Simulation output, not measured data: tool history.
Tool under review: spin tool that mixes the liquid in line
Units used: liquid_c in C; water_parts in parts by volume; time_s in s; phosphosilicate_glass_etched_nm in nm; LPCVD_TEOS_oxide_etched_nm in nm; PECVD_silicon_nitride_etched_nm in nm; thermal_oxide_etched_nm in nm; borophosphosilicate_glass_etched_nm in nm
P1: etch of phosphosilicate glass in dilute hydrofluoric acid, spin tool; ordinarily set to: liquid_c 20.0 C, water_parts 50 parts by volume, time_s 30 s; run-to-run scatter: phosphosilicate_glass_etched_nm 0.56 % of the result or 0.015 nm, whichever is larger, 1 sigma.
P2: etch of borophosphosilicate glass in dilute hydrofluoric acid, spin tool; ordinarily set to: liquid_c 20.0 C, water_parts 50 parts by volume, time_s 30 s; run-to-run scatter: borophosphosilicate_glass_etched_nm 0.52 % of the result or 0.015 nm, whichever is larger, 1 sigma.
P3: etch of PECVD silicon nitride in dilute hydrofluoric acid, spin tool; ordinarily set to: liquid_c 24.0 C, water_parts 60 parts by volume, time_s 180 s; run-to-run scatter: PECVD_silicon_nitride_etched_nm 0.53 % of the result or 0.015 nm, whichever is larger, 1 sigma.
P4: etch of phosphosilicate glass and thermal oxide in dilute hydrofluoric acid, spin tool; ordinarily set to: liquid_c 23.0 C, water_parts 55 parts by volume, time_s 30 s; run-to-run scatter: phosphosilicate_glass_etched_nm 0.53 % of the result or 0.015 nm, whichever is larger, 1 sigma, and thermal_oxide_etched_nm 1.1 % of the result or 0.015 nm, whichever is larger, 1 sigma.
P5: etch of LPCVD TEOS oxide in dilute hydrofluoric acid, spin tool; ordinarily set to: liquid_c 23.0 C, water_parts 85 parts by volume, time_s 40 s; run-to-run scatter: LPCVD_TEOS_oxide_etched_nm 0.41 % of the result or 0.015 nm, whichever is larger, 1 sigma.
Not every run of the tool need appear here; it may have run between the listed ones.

run,hour,process,liquid_c,water_parts,time_s,hours since the thermometer was replaced,hours since the hydrofluoric acid flow meter was replaced,phosphosilicate_glass_etched_nm,LPCVD_TEOS_oxide_etched_nm,PECVD_silicon_nitride_etched_nm,thermal_oxide_etched_nm,borophosphosilicate_glass_etched_nm
1,11.5,P1,20.0,50,30,1585.5,1310.3,44.161,,,,
2,25.6,P5,23.0,85,40,1599.6,1324.4,,16.980,,,
3,35.2,P1,20.0,50,15,1609.2,1334.0,21.877,,,,
4,48.3,P1,20.0,50,30,1622.3,1347.1,44.037,,,,
5,56.7,P3,28.5,60,180,1630.7,1355.5,,,12.7810,,
6,69.7,P1,20.0,50,30,1643.7,1368.5,43.890,,,,
7,80.8,P4,23.0,20,30,1654.8,1379.6,273.490,,,7.1608,
8,96.9,P1,26.5,50,30,1670.9,1395.7,57.565,,,,
9,107.7,P4,23.0,55,30,1681.7,1406.5,95.840,,,2.4550,
# hour 117.7: hydrofluoric acid flow meter replaced
10,122.0,P3,24.0,60,180,1696.0,4.4,,,9.5884,,
11,133.7,P1,17.0,50,30,1707.7,16.1,38.855,,,,
12,142.1,P1,20.0,50,30,1716.1,24.5,43.886,,,,
13,153.1,P3,24.0,90,180,1727.1,35.5,,,6.3939,,
14,164.4,P2,20.0,25,30,1738.4,46.8,,,,,65.857
15,171.8,P5,23.0,85,65,1745.8,54.2,,27.519,,,
16,182.1,P1,23.5,50,50,1756.1,64.5,84.475,,,,
17,191.5,P2,20.0,50,60,1765.5,73.9,,,,,63.096
18,202.3,P5,30.0,85,40,1776.3,84.7,,22.463,,,
19,211.9,P1,20.0,50,50,1785.9,94.3,73.081,,,,
20,220.8,P5,23.0,85,40,1794.8,103.2,,16.983,,,
21,228.1,P1,17.0,75,30,1802.1,110.5,25.057,,,,
22,240.2,P1,20.0,50,30,1814.2,122.6,44.100,,,,
23,253.4,P4,17.0,55,30,1827.4,135.8,73.766,,,1.8867,
24,267.2,P1,20.0,20,30,1841.2,149.6,113.640,,,,
25,281.9,P1,20.0,50,30,1855.9,164.3,43.990,,,,
26,290.9,P1,20.0,80,30,1864.9,173.3,26.494,,,,
27,307.1,P3,24.0,60,80,1881.1,189.5,,,4.2641,,
28,319.6,P1,20.0,50,30,1893.6,202.0,43.773,,,,
29,331.8,P4,23.0,55,15,1905.8,214.2,47.417,,,1.2767,
30,343.8,P5,23.0,115,40,1917.8,226.2,,12.038,,,
31,357.7,P2,28.0,50,30,1931.7,240.1,,,,,44.248
32,372.5,P2,20.0,50,30,1946.5,254.9,,,,,31.810
33,388.8,P1,20.0,50,30,1962.8,271.2,43.706,,,,
34,403.3,P1,20.0,50,30,1977.3,285.7,42.663,,,,
35,415.1,P1,20.0,50,30,1989.1,297.5,41.815,,,,
36,430.3,P1,20.0,50,30,2004.3,312.7,41.033,,,,
37,438.8,P1,20.0,50,30,2012.8,321.2,40.600,,,,
38,449.9,P1,20.0,50,30,2023.9,332.3,40.347,,,,
39,462.9,P1,20.0,50,30,2036.9,345.3,40.111,,,,
40,475.5,P1,20.0,50,30,2049.5,357.9,40.265,,,,
41,485.3,P1,20.0,50,30,2059.3,367.7,40.514,,,,

The log shows P1 creeping away from where it was. Any of the 2 causes listed here, at the size stated for it, fits the log just as well as the others:
A: liquid colder than its thermometer reads (K) = 2.04
B: hydrofluoric acid flow below the setpoint (%) = 7.86
The drift started at roughly hour 388.8.

Each of the 4 check runs below uses one wafer; its results are left as question marks. Which run tells the causes apart?
check 1,495.1,P4,23.0,55,30,,,?,,,?,
check 2,495.1,P5,23.0,85,40,,,,?,,,
check 3,495.1,P3,24.0,60,180,,,,,?,,
check 4,495.1,P2,20.0,50,30,,,,,,,?

How each check would come out, cause by cause:
check,result,if A,if B
check 1,phosphosilicate_glass_etched_nm,87.431,87.182
check 1,thermal_oxide_etched_nm,2.2857,2.2792
check 2,LPCVD_TEOS_oxide_etched_nm,15.572,15.455
check 3,PECVD_silicon_nitride_etched_nm,8.3150,8.8075
check 4,borophosphosilicate_glass_etched_nm,29.204,29.212
Per check, the gap between the least separated pair of causes, taken in the result that splits them most: check 1 0.29 %; check 2 0.75 %; check 3 5.75 %; check 4 0.03 %
Only check 3 tells the causes apart: in the others they would give nearly the same result.

Running check 3 produced the following: PECVD_silicon_nitride_etched_nm 8.7847 nm. Which one of the listed causes fits?

It is B: hydrofluoric acid flow below the setpoint (%).
